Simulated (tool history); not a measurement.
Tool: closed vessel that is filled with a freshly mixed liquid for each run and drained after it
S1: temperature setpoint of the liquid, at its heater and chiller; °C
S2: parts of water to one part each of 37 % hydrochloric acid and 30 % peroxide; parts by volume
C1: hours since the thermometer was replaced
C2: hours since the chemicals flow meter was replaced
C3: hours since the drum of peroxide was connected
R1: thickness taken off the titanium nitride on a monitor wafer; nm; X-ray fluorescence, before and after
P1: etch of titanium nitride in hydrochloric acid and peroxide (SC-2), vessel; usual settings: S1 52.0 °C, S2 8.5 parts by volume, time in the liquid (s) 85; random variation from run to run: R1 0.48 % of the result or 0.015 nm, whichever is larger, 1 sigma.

{"run": 1, "hour": 11.5, "S1": 52.0, "S2": 8.5, "time in the liquid (s)": 85, "C1": 411.6, "C2": 725.1, "C3": 430.2, "R1": 5.0982}
{"run": 2, "hour": 22.0, "S1": 52.0, "S2": 12.0, "time in the liquid (s)": 140, "C1": 422.1, "C2": 735.6, "C3": 440.7, "R1": 6.2155}
{"run": 3, "hour": 39.6, "S1": 68.5, "S2": 8.5, "time in the liquid (s)": 85, "C1": 439.7, "C2": 753.2, "C3": 458.3, "R1": 14.403}
{"run": 4, "hour": 49.0, "S1": 52.0, "S2": 8.5, "time in the liquid (s)": 30, "C1": 449.1, "C2": 762.6, "C3": 467.7, "R1": 1.7972}
{"run": 5, "hour": 67.2, "S1": 59.0, "S2": 6.0, "time in the liquid (s)": 85, "C1": 467.3, "C2": 780.8, "C3": 485.9, "R1": 10.468}
{"run": 6, "hour": 84.5, "S1": 52.0, "S2": 14.5, "time in the liquid (s)": 130, "C1": 484.6, "C2": 798.1, "C3": 503.2, "R1": 4.9327}
{"run": 7, "hour": 99.3, "S1": 52.0, "S2": 8.5, "time in the liquid (s)": 85, "C1": 499.4, "C2": 812.9, "C3": 518.0, "R1": 5.1502}
{"run": 8, "hour": 113.5, "S1": 38.0, "S2": 8.5, "time in the liquid (s)": 85, "C1": 513.6, "C2": 827.1, "C3": 532.2, "R1": 1.9449}
{"run": 9, "hour": 128.8, "S1": 52.0, "S2": 8.5, "time in the liquid (s)": 85, "C1": 528.9, "C2": 842.4, "C3": 547.5, "R1": 5.1013}
{"run": 10, "hour": 145.6, "S1": 52.0, "S2": 8.5, "time in the liquid (s)": 85, "C1": 545.7, "C2": 859.2, "C3": 564.3, "R1": 5.0556}
{"run": 11, "hour": 157.3, "S1": 52.0, "S2": 15.0, "time in the liquid (s)": 85, "C1": 557.4, "C2": 870.9, "C3": 576.0, "R1": 3.1109}
{"hour": 161.5, "done": "new drum of peroxide connected"}
{"run": 12, "hour": 172.4, "S1": 52.0, "S2": 4.0, "time in the liquid (s)": 85, "C1": 572.5, "C2": 886.0, "C3": 10.9, "R1": 8.8944}
{"run": 13, "hour": 180.8, "S1": 52.0, "S2": 8.5, "time in the liquid (s)": 125, "C1": 580.9, "C2": 894.4, "C3": 19.3, "R1": 7.4637}
{"run": 14, "hour": 198.0, "S1": 52.0, "S2": 8.5, "time in the liquid (s)": 85, "C1": 598.1, "C2": 911.6, "C3": 36.5, "R1": 5.075}
{"run": 15, "hour": 212.4, "S1": 52.0, "S2": 8.5, "time in the liquid (s)": 85, "C1": 612.5, "C2": 926.0, "C3": 50.9, "R1": 5.1859}
{"run": 16, "hour": 229.2, "S1": 52.0, "S2": 8.5, "time in the liquid (s)": 85, "C1": 629.3, "C2": 942.8, "C3": 67.7, "R1": 5.3526}
{"run": 17, "hour": 243.7, "S1": 52.0, "S2": 8.5, "time in the liquid (s)": 85, "C1": 643.8, "C2": 957.3, "C3": 82.2, "R1": 5.378}
{"run": 18, "hour": 261.7, "S1": 52.0, "S2": 8.5, "time in the liquid (s)": 85, "C1": 661.8, "C2": 975.3, "C3": 100.2, "R1": 5.4996}
{"run": 19, "hour": 273.1, "S1": 52.0, "S2": 8.5, "time in the liquid (s)": 85, "C1": 673.2, "C2": 986.7, "C3": 111.6, "R1": 5.4901}
{"run": 20, "hour": 284.8, "S1": 52.0, "S2": 8.5, "time in the liquid (s)": 85, "C1": 684.9, "C2": 998.4, "C3": 123.3, "R1": 5.5067}
{"run": 21, "hour": 298.8, "S1": 52.0, "S2": 8.5, "time in the liquid (s)": 85, "C1": 698.9, "C2": 1012.4, "C3": 137.3, "R1": 5.547}
{"run": 22, "hour": 317.4, "S1": 52.0, "S2": 8.5, "time in the liquid (s)": 85, "C1": 717.5, "C2": 1031.0, "C3": 155.9, "R1": 5.542}
{"run": 23, "hour": 330.6, "S1": 52.0, "S2": 8.5, "time in the liquid (s)": 85, "C1": 730.7, "C2": 1044.2, "C3": 169.1, "R1": 5.5399}

What P1 gives has crept away from where it was. These 2 causes fit the log equally well, each at the size given:
A: chemicals flow above the setpoint (%) = 10.5
B: liquid hotter than its thermometer reads (K) = 1.23
The creep began at about hour 198.0.
Why every other cause is out:
peroxide weaker than its label (%): at most 8, which would move R1 by -7.3 %: too little, or the wrong way

4 check runs are offered, each on 5 wafers whose results are averaged, their results left as question marks. Which one tells the causes apart?
{"run": "check 1", "hour": 343.8, "S1": 52.0, "S2": 11.0, "time in the liquid (s)": 35, "R1": "?"}
{"run": "check 2", "hour": 343.8, "S1": 39.0, "S2": 4.0, "time in the liquid (s)": 85, "R1": "?"}
{"run": "check 3", "hour": 343.8, "S1": 52.0, "S2": 14.5, "time in the liquid (s)": 35, "R1": "?"}
{"run": "check 4", "hour": 343.8, "S1": 46.0, "S2": 12.0, "time in the liquid (s)": 85, "R1": "?"}

What each check would give under each cause:
check=check_1 result=R1 if_A=1.8415 if_B=1.8358
check=check_2 result=R1 if_A=3.8997 if_B=3.9869
check=check_3 result=R1 if_A=1.4559 if_B=1.4464
check=check_4 result=R1 if_A=2.7797 if_B=2.7764
How far apart the two closest causes lie, in the result that separates them most: check 1 0.31 %; check 2 2.21 %; check 3 0.65 %; check 4 0.12 %
Only check 2 tells the causes apart: in the others they would give nearly the same result.

Check 2 was then run and gave: R1 4.0008 nm. Which cause is it?

It is B: liquid hotter than its thermometer reads (K).

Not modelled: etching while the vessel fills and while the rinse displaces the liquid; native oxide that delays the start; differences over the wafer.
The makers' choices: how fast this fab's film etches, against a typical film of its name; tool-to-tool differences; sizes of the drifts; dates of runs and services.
